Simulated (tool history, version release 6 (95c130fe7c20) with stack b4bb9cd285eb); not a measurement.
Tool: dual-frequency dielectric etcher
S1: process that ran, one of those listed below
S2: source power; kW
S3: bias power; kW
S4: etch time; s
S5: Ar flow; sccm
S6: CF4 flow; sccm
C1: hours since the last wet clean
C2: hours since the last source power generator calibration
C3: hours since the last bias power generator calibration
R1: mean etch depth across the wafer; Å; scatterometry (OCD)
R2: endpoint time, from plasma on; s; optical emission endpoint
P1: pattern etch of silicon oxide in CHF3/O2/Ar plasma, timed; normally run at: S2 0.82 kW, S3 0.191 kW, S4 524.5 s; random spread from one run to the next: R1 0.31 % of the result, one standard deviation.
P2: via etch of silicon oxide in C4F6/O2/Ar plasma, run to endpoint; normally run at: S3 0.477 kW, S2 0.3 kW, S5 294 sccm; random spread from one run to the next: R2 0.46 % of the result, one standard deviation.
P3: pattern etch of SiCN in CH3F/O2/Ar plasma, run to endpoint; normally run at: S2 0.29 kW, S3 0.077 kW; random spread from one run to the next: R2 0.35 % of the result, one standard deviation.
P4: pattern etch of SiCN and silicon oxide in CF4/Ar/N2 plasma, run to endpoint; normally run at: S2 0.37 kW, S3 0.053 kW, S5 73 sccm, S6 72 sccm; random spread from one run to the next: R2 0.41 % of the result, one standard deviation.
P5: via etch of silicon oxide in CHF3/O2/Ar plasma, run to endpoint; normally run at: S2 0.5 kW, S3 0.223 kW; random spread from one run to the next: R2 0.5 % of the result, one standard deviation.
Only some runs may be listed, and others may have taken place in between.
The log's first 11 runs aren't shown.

run	hour	S1	S2	S3	S4	S5	S6	C1	C2	C3	R1	R2
12	77.8	P1	1.11	0.191	524.5			545.8	1468.1	3375.8	13406	
13	82.2	P3	0.29	0.108				550.2	1472.5	3380.2		32.013
14	86.4	P4	0.37	0.053		55	72	554.4	1476.7	3384.4		17.075
15	91.4	P2	0.3	0.477		362		559.4	1481.7	3389.4		42.78
16	97.6	P2	0.3	0.477		294		565.6	1487.9	3395.6		41.205
17	104.6	P2	0.3	0.674		294		572.6	1494.9	3402.6		36.377
18	109.4	P5	0.69	0.223				577.4	1499.7	3407.4		313.34
19	113.3	P1	0.82	0.191	524.5			581.3	1503.6	3411.3	11895	
20	119.1	P4	0.37	0.053		73	94	587.1	1509.4	3417.1		17.077
21	125.2	P1	0.82	0.191	296.5			593.2	1515.5	3423.2	6703	
22	133.8	P4	0.37	0.042		73	72	601.8	1524.1	3431.8		19.07
23	140.6	P1	0.82	0.191	524.5			608.6	1530.9	3438.6	11878	
24	145.7	P3	0.29	0.077				613.7	1536	3443.7		36.226
25	151.9	P1	0.82	0.191	747			619.9	1542.2	3449.9	16941	
26	158.3	P1	0.57	0.191	524.5			626.3	1548.6	3456.3	10376	
27	164	P3	0.29	0.077				632	1554.3	3462		36.09
28	168.8	P4	0.37	0.053		73	72	636.8	1559.1	3466.8		17.766

Run 29 has not been measured yet. What should we expect?
29	174.4	P1	1.13	0.191	422			642.4	1564.7	3472.4	?	

Run 29 came out at R1 10834 Å.

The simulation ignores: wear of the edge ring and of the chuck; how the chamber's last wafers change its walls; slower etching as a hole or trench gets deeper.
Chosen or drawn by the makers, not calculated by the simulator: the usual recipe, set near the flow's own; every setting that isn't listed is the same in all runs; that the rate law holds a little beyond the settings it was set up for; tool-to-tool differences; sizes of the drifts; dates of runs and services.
